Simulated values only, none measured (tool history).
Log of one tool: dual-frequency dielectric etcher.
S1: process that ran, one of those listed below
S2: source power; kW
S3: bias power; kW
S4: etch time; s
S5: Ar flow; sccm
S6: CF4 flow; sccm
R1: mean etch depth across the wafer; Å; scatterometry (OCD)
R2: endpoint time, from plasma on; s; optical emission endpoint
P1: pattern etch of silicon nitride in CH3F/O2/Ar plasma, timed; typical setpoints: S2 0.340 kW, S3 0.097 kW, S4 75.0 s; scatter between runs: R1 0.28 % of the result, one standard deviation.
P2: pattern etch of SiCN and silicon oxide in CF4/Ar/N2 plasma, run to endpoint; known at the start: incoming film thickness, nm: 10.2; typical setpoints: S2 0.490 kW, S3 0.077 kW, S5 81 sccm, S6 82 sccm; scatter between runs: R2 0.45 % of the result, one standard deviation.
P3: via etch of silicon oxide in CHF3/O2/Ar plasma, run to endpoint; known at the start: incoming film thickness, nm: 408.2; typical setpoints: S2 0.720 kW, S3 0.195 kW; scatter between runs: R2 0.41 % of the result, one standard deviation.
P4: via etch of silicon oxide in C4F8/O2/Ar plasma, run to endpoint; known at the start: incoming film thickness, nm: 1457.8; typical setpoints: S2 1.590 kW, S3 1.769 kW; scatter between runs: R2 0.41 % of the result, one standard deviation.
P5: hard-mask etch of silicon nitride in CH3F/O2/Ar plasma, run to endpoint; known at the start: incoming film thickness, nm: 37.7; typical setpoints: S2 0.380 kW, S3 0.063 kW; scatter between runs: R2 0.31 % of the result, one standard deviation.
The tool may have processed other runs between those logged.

| run | day | S1 | S2 | S3 | S4 | S5 | S6 | R1 | R2 |
|---|---|---|---|---|---|---|---|---|---|
| 1 | 0.667 | P1 | 0.340 | 0.097 | 75.0 |  |  | 544.86 |  |
| 2 | 1.208 | P5 | 0.380 | 0.063 |  |  |  |  | 57.1960 |
| 3 | 1.800 | P5 | 0.540 | 0.063 |  |  |  |  | 49.9200 |
| 4 | 2.312 | P2 | 0.490 | 0.077 |  | 60 | 82 |  | 9.5538 |
| 5 | 2.933 | P2 | 0.310 | 0.077 |  | 81 | 82 |  | 14.8230 |
| 6 | 3.429 | P3 | 0.720 | 0.195 |  |  |  |  | 191.8100 |
| 7 | 4.029 | P2 | 0.490 | 0.077 |  | 81 | 82 |  | 9.8402 |
| 8 | 4.704 | P2 | 0.490 | 0.077 |  | 81 | 111 |  | 9.4930 |
| 9 | 5.254 | P1 | 0.340 | 0.097 | 75.0 |  |  | 547.29 |  |
| 10 | 5.854 | P1 | 0.220 | 0.097 | 75.0 |  |  | 466.84 |  |
| 11 | 6.279 | P3 | 0.440 | 0.195 |  |  |  |  | 231.9000 |
| 12 | 6.825 | P1 | 0.340 | 0.062 | 75.0 |  |  | 468.24 |  |
| 13 | 7.233 | P1 | 0.340 | 0.097 | 75.0 |  |  | 545.40 |  |
| 14 | 7.700 | P2 | 0.490 | 0.077 |  | 81 | 82 |  | 9.9068 |
| 15 | 8.108 | P3 | 0.720 | 0.275 |  |  |  |  | 169.5000 |
| 16 | 8.683 | P1 | 0.340 | 0.128 | 57.0 |  |  | 460.96 |  |
| 17 | 9.004 | P1 | 0.340 | 0.097 | 50.5 |  |  | 368.13 |  |
| 18 | 9.421 | P4 | 2.000 | 1.769 |  |  |  |  | 293.4800 |
| 19 | 9.962 | P1 | 0.340 | 0.097 | 75.0 |  |  | 544.74 |  |
| 20 | 10.375 | P1 | 0.450 | 0.097 | 75.0 |  |  | 607.23 |  |
| 21 | 11.042 | P1 | 0.340 | 0.127 | 75.0 |  |  | 606.32 |  |
| 22 | 11.496 | P5 | 0.380 | 0.041 |  |  |  |  | 65.7030 |
| 23 | 11.962 | P4 | 1.590 | 1.769 |  |  |  |  | 321.1100 |
| 24 | 12.367 | P1 | 0.340 | 0.097 | 96.0 |  |  | 702.35 |  |
| 25 | 12.979 | P2 | 0.490 | 0.047 |  | 81 | 82 |  | 11.5480 |
| 26 | 13.396 | P4 | 1.590 | 1.119 |  |  |  |  | 362.0900 |
| 27 | 13.721 | P1 | 0.340 | 0.097 | 75.0 |  |  | 546.18 |  |
| 28 | 14.171 | P1 | 0.340 | 0.097 | 75.0 |  |  | 549.61 |  |
| 29 | 14.500 | P1 | 0.340 | 0.097 | 75.0 |  |  | 554.07 |  |
| 30 | 14.871 | P1 | 0.340 | 0.097 | 75.0 |  |  | 551.61 |  |
| 31 | 15.196 | P1 | 0.340 | 0.097 | 75.0 |  |  | 554.06 |  |
| 32 | 15.612 | P1 | 0.340 | 0.097 | 75.0 |  |  | 552.19 |  |
|  | 15.654 | wet clean of the chamber |
| 33 | 15.921 | P1 | 0.340 | 0.097 | 75.0 |  |  | 554.06 |  |

Run 34 has not been measured yet. What should we expect?
| 34 | 16.312 | P1 | 0.340 | 0.097 | 75.0 |  |  | ? |  |

{"run 34": {"R1": 557.1}}
